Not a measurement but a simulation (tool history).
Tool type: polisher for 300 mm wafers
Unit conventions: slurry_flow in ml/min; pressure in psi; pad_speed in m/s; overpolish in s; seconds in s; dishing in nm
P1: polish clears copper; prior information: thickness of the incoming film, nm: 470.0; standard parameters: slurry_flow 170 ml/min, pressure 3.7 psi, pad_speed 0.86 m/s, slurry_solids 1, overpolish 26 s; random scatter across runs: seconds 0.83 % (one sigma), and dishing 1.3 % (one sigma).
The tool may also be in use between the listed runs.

{"run": 1, "hour": 12.0, "slurry_flow": 170, "pressure": 3.7, "pad_speed": 0.86, "slurry_solids": 1, "overpolish": 26, "seconds": 154.15, "dishing": 52.205}
{"run": 2, "hour": 23.9, "slurry_flow": 170, "pressure": 5.8, "pad_speed": 0.86, "slurry_solids": 1, "overpolish": 26, "seconds": 99.644, "dishing": 76.321}
{"run": 3, "hour": 31.4, "slurry_flow": 170, "pressure": 3.7, "pad_speed": 0.86, "slurry_solids": 1, "overpolish": 48, "seconds": 155.83, "dishing": 81.205}
{"run": 4, "hour": 40.3, "slurry_flow": 170, "pressure": 3.7, "pad_speed": 0.86, "slurry_solids": 1, "overpolish": 26, "seconds": 154.64, "dishing": 52.302}
{"run": 5, "hour": 53.2, "slurry_flow": 170, "pressure": 3.7, "pad_speed": 0.86, "slurry_solids": 1.3, "overpolish": 26, "seconds": 147.23, "dishing": 55.89}
{"run": 6, "hour": 64.2, "slurry_flow": 170, "pressure": 1.7, "pad_speed": 0.86, "slurry_solids": 1, "overpolish": 26, "seconds": 343.23, "dishing": 26.26}
{"run": 7, "hour": 79.0, "slurry_flow": 125, "pressure": 3.7, "pad_speed": 0.86, "slurry_solids": 1, "overpolish": 26, "seconds": 163.64, "dishing": 50.169}
{"run": 8, "hour": 86.4, "slurry_flow": 170, "pressure": 3.7, "pad_speed": 0.86, "slurry_solids": 1, "overpolish": 26, "seconds": 157.02, "dishing": 52.318}
{"run": 9, "hour": 95.2, "slurry_flow": 170, "pressure": 3.7, "pad_speed": 0.86, "slurry_solids": 1, "overpolish": 26, "seconds": 155.69, "dishing": 53.254}
{"run": 10, "hour": 107.2, "slurry_flow": 170, "pressure": 3.7, "pad_speed": 0.86, "slurry_solids": 1, "overpolish": 26, "seconds": 154.99, "dishing": 52.196}
{"run": 11, "hour": 117.3, "slurry_flow": 260, "pressure": 3.7, "pad_speed": 0.86, "slurry_solids": 1, "overpolish": 26, "seconds": 148.57, "dishing": 54.311}
{"run": 12, "hour": 126.7, "slurry_flow": 100, "pressure": 3.7, "pad_speed": 0.86, "slurry_solids": 1, "overpolish": 11, "seconds": 175.5, "dishing": 21.99}
{"run": 13, "hour": 135.0, "slurry_flow": 170, "pressure": 3.7, "pad_speed": 0.6, "slurry_solids": 1, "overpolish": 26, "seconds": 221.27, "dishing": 39.311}
{"hour": 139.3, "done": "slurry nozzle cleaned"}
{"run": 14, "hour": 144.9, "slurry_flow": 170, "pressure": 3.7, "pad_speed": 1.26, "slurry_solids": 1, "overpolish": 26, "seconds": 105.76, "dishing": 71.378}
{"run": 15, "hour": 159.0, "slurry_flow": 170, "pressure": 3.7, "pad_speed": 0.86, "slurry_solids": 1, "overpolish": 26, "seconds": 156.57, "dishing": 52.808}
{"run": 16, "hour": 168.0, "slurry_flow": 170, "pressure": 3.7, "pad_speed": 0.86, "slurry_solids": 0.55, "overpolish": 26, "seconds": 173.3, "dishing": 47.862}
{"run": 17, "hour": 180.6, "slurry_flow": 170, "pressure": 3.7, "pad_speed": 0.86, "slurry_solids": 1, "overpolish": 8, "seconds": 156.39, "dishing": 18.659}
{"run": 18, "hour": 190.5, "slurry_flow": 170, "pressure": 3.7, "pad_speed": 0.86, "slurry_solids": 1, "overpolish": 26, "seconds": 155.8, "dishing": 52.707}
{"run": 19, "hour": 203.3, "slurry_flow": 170, "pressure": 3.7, "pad_speed": 0.86, "slurry_solids": 1, "overpolish": 26, "seconds": 164.47, "dishing": 49.61}
{"run": 20, "hour": 212.3, "slurry_flow": 170, "pressure": 3.7, "pad_speed": 0.86, "slurry_solids": 1, "overpolish": 26, "seconds": 166.38, "dishing": 49.346}
{"hour": 217.8, "done": "head pressure recalibrated"}
{"run": 21, "hour": 220.0, "slurry_flow": 170, "pressure": 3.7, "pad_speed": 0.86, "slurry_solids": 1, "overpolish": 26, "seconds": 166.85, "dishing": 50.879}
{"run": 22, "hour": 232.9, "slurry_flow": 170, "pressure": 3.7, "pad_speed": 0.86, "slurry_solids": 1, "overpolish": 26, "seconds": 167.51, "dishing": 49.586}
{"hour": 233.5, "done": "worn pad replaced by a new one"}
{"run": 23, "hour": 243.9, "slurry_flow": 170, "pressure": 3.7, "pad_speed": 0.86, "slurry_solids": 1, "overpolish": 26, "seconds": 169.44, "dishing": 47.873}
{"run": 24, "hour": 255.5, "slurry_flow": 170, "pressure": 3.7, "pad_speed": 0.86, "slurry_solids": 1, "overpolish": 26, "seconds": 171.05, "dishing": 48.968}

Something has made what P1 gives creep away from where it was; the 2 causes below, each at its own stated size, fit the log equally well:
A: abrasive missing from the slurry, % = 34.3
B: slurry flow missing at the pad, % = 36.8
Onset of the creep was near hour 190.5.
Other possible causes, and why each is ruled out:
removal rate lost through wear of the pad, %: serviced at hour 233.5, after the drift had started, without restoring the earlier output
head's pressure below its setpoint, %: serviced at hour 217.8, after the drift had started, without restoring the earlier output

4 check runs are offered, each on 5 wafers whose results are averaged, their results left as question marks. Which one tells the causes apart?
{"run": "check 1", "hour": 267.1, "slurry_flow": 170, "pressure": 4.8, "pad_speed": 0.86, "slurry_solids": 1, "overpolish": 43, "seconds": "?", "dishing": "?"}
{"run": "check 2", "hour": 267.1, "slurry_flow": 170, "pressure": 4.6, "pad_speed": 0.86, "slurry_solids": 1, "overpolish": 8, "seconds": "?", "dishing": "?"}
{"run": "check 3", "hour": 267.1, "slurry_flow": 170, "pressure": 2.8, "pad_speed": 0.86, "slurry_solids": 1.3, "overpolish": 26, "seconds": "?", "dishing": "?"}
{"run": "check 4", "hour": 267.1, "slurry_flow": 255, "pressure": 3.7, "pad_speed": 0.86, "slurry_solids": 1, "overpolish": 44, "seconds": "?", "dishing": "?"}

Outcome of each check run for each possible cause:
check=check_1 result=seconds if_A=130.98 if_B=130.99
check=check_1 result=dishing if_A=88.168 if_B=88.163
check=check_2 result=seconds if_A=136.67 if_B=136.69
check=check_2 result=dishing if_A=20.984 if_B=20.982
check=check_3 result=seconds if_A=212.68 if_B=212.09
check=check_3 result=dishing if_A=39.887 if_B=39.979
check=check_4 result=seconds if_A=161.33 if_B=156.96
check=check_4 result=dishing if_A=75.926 if_B=77.389
Per-check spread between the two closest causes, in the result where they differ most: check 1 0.01 %; check 2 0.01 %; check 3 0.27 %; check 4 2.75 %
Check 4 tells the causes apart: in the others they would give nearly the same result.

Check 4 was carried out, with these results: seconds 161.14 s; dishing 75.622 nm. Which of the listed causes is responsible?

It was cause A: abrasive missing from the slurry, %.
